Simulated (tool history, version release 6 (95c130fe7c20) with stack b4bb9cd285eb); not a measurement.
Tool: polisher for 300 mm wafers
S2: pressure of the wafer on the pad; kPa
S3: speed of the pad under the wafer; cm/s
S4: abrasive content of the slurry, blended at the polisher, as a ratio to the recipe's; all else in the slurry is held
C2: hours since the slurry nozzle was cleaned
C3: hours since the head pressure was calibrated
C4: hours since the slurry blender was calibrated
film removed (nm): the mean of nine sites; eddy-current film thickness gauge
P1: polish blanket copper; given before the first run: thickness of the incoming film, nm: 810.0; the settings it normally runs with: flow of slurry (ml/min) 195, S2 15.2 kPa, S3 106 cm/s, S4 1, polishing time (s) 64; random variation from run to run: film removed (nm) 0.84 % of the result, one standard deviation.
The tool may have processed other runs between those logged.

run 1 day=0.492 | flow_of_slurry_(ml/min)=195 S2=15.2 S3=106 S4=1 polishing_time_(s)=64 | wafers_polished_on_this_pad=680 C2=465.3 C3=146.6 C4=238 | film_removed_(nm)=180.84
run 2 day=0.921 | flow_of_slurry_(ml/min)=195 S2=9 S3=136 S4=1 polishing_time_(s)=64 | wafers_polished_on_this_pad=769 C2=475.6 C3=156.9 C4=248.3 | film_removed_(nm)=135.13
run 3 day=1.496 | flow_of_slurry_(ml/min)=195 S2=15.2 S3=106 S4=1 polishing_time_(s)=98 | wafers_polished_on_this_pad=889 C2=489.4 C3=170.7 C4=262.1 | film_removed_(nm)=274.21
run 4 day=2.179 | flow_of_slurry_(ml/min)=240 S2=15.2 S3=106 S4=1 polishing_time_(s)=89 | wafers_polished_on_this_pad=1032 C2=505.8 C3=187.1 C4=278.5 | film_removed_(nm)=256.61
run 5 day=2.992 | flow_of_slurry_(ml/min)=195 S2=15.2 S3=58 S4=1 polishing_time_(s)=64 | wafers_polished_on_this_pad=1202 C2=525.3 C3=206.6 C4=298 | film_removed_(nm)=98.61
run 6 day=3.396 | flow_of_slurry_(ml/min)=195 S2=15.2 S3=106 S4=1.45 polishing_time_(s)=64 | wafers_polished_on_this_pad=1286 C2=535 C3=216.3 C4=307.7 | film_removed_(nm)=193.72
run 7 day=3.917 | flow_of_slurry_(ml/min)=195 S2=15.2 S3=106 S4=1 polishing_time_(s)=64 | wafers_polished_on_this_pad=1395 C2=547.5 C3=228.8 C4=320.2 | film_removed_(nm)=180.5
run 8 day=4.388 | flow_of_slurry_(ml/min)=195 S2=6.9 S3=106 S4=1 polishing_time_(s)=64 | wafers_polished_on_this_pad=1493 C2=558.8 C3=240.1 C4=331.5 | film_removed_(nm)=82.248
run 9 day=5.112 | flow_of_slurry_(ml/min)=195 S2=15.2 S3=156 S4=1 polishing_time_(s)=64 | wafers_polished_on_this_pad=1644 C2=576.2 C3=257.5 C4=348.9 | film_removed_(nm)=264.04
run 10 day=5.892 | flow_of_slurry_(ml/min)=195 S2=15.2 S3=106 S4=1 polishing_time_(s)=43 | wafers_polished_on_this_pad=1807 C2=594.9 C3=276.2 C4=367.6 | film_removed_(nm)=120.16
run 11 day=6.5 | flow_of_slurry_(ml/min)=195 S2=15.2 S3=106 S4=1 polishing_time_(s)=64 | wafers_polished_on_this_pad=1934 C2=609.5 C3=290.8 C4=382.2 | film_removed_(nm)=180.84
-- day=6.712 slurry nozzle cleaned
run 12 day=7.3 | flow_of_slurry_(ml/min)=195 S2=20 S3=106 S4=1 polishing_time_(s)=64 | wafers_polished_on_this_pad=2101 C2=14.1 C3=310 C4=401.4 | film_removed_(nm)=239.01
run 13 day=7.821 | flow_of_slurry_(ml/min)=195 S2=15.2 S3=106 S4=1 polishing_time_(s)=64 | wafers_polished_on_this_pad=2210 C2=26.6 C3=322.5 C4=413.9 | film_removed_(nm)=180.32
run 14 day=8.217 | flow_of_slurry_(ml/min)=115 S2=15.2 S3=106 S4=1 polishing_time_(s)=64 | wafers_polished_on_this_pad=2292 C2=36.1 C3=332 C4=423.4 | film_removed_(nm)=166.52
run 15 day=8.692 | flow_of_slurry_(ml/min)=195 S2=15.2 S3=106 S4=1 polishing_time_(s)=64 | wafers_polished_on_this_pad=2392 C2=47.5 C3=343.4 C4=434.8 | film_removed_(nm)=178.59
run 16 day=9.067 | flow_of_slurry_(ml/min)=250 S2=15.2 S3=106 S4=1 polishing_time_(s)=64 | wafers_polished_on_this_pad=2470 C2=56.5 C3=352.4 C4=443.8 | film_removed_(nm)=185.43
run 17 day=9.683 | flow_of_slurry_(ml/min)=195 S2=15.2 S3=106 S4=0.5 polishing_time_(s)=64 | wafers_polished_on_this_pad=2599 C2=71.3 C3=367.2 C4=458.6 | film_removed_(nm)=154.64
run 18 day=10.125 | flow_of_slurry_(ml/min)=195 S2=15.2 S3=106 S4=1 polishing_time_(s)=64 | wafers_polished_on_this_pad=2691 C2=81.9 C3=377.8 C4=469.2 | film_removed_(nm)=178.56
run 19 day=10.925 | flow_of_slurry_(ml/min)=195 S2=15.2 S3=106 S4=1 polishing_time_(s)=64 | wafers_polished_on_this_pad=2858 C2=101.1 C3=397 C4=488.4 | film_removed_(nm)=175.34
run 20 day=11.496 | flow_of_slurry_(ml/min)=195 S2=15.2 S3=106 S4=1 polishing_time_(s)=64 | wafers_polished_on_this_pad=2977 C2=114.8 C3=410.7 C4=502.1 | film_removed_(nm)=172.19
run 21 day=11.958 | flow_of_slurry_(ml/min)=195 S2=15.2 S3=106 S4=1 polishing_time_(s)=64 | wafers_polished_on_this_pad=3073 C2=125.9 C3=421.8 C4=513.2 | film_removed_(nm)=172.92
run 22 day=12.592 | flow_of_slurry_(ml/min)=195 S2=15.2 S3=106 S4=1 polishing_time_(s)=64 | wafers_polished_on_this_pad=3206 C2=141.1 C3=437 C4=528.4 | film_removed_(nm)=170.87
run 23 day=12.971 | flow_of_slurry_(ml/min)=195 S2=15.2 S3=106 S4=1 polishing_time_(s)=64 | wafers_polished_on_this_pad=3285 C2=150.2 C3=446.1 C4=537.5 | film_removed_(nm)=173.35

Estimate the outcome of run 24 from the log above:
-- day=13.396 worn pad replaced by a new one
run 24 day=13.675 | flow_of_slurry_(ml/min)=195 S2=15.2 S3=106 S4=1 polishing_time_(s)=64 | wafers_polished_on_this_pad=58 C2=167.1 C3=463 C4=554.4 | film_removed_(nm)=?

film removed (nm): 167.82
